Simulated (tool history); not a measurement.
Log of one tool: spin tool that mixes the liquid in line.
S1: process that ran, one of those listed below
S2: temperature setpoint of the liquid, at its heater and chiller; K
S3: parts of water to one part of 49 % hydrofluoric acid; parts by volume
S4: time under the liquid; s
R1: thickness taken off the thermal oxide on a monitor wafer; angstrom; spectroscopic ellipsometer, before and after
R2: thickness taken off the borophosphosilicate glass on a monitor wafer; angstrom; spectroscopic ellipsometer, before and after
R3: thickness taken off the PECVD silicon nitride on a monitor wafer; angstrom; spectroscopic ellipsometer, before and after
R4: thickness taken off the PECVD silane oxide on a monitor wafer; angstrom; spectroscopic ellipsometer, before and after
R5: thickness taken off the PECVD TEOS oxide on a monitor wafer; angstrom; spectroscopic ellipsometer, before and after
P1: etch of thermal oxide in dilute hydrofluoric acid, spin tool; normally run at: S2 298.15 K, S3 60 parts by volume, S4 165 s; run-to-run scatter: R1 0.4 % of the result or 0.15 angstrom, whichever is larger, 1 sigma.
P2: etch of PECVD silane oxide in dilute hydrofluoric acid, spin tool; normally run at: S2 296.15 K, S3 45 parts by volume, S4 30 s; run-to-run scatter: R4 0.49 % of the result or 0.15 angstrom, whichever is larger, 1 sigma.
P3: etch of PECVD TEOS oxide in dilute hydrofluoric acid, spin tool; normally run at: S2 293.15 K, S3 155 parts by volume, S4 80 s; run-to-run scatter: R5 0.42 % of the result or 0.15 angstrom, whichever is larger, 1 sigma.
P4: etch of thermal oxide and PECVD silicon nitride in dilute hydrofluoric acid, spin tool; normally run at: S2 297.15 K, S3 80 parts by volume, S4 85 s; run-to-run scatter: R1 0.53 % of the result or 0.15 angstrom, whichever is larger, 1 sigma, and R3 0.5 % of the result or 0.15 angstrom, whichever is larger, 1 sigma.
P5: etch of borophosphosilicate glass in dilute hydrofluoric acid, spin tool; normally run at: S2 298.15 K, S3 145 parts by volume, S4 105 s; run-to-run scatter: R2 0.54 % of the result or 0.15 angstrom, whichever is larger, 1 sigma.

run	hour	S1	S2	S3	S4	R1	R2	R3	R4	R5
1	3.7	P1	298.15	60	165	142.160				
2	7.9	P5	298.15	145	160		744.18			
3	12.3	P4	297.15	80	85	54.424		59.344		
4	16.0	P4	297.15	80	165	104.110		116.170		
5	20.0	P2	296.15	45	30				143.460	
6	24.4	P4	297.15	115	85	35.729		42.027		
7	28.0	P1	298.15	60	260	221.700				
8	33.2	P4	290.15	80	85	40.742		36.703		
9	35.6	P2	303.15	45	30				190.870	
10	40.8	P2	296.15	45	15				72.156	
11	46.1	P3	293.15	155	120					172.780
12	49.7	P5	298.15	145	105		494.02			
13	52.3	P1	302.65	80	165	122.840				
14	56.8	P1	298.15	60	165	141.000				
15	59.5	P3	293.15	155	80					115.520
16	64.9	P1	304.65	60	165	183.090				
17	69.9	P3	299.15	155	80					145.890
18	73.4	P1	298.15	20	165	447.870				
19	76.6	P4	297.15	80	85	53.944		60.127		
20	81.0	P1	298.15	60	165	141.450				
21	83.5	P1	298.15	90	100	55.074				
22	87.5	P1	298.15	85	165	95.807				
23	90.4	P1	291.65	60	300	195.530				
24	95.0	P3	293.15	245	80					67.161
25	99.1	P1	298.15	60	165	140.830				
26	102.4	P1	292.65	60	165	111.530				

Run 27 comes next. What will it give?
27	105.9	P2	296.15	20	30				?	

{"run 27": {"R4": 333.53}}

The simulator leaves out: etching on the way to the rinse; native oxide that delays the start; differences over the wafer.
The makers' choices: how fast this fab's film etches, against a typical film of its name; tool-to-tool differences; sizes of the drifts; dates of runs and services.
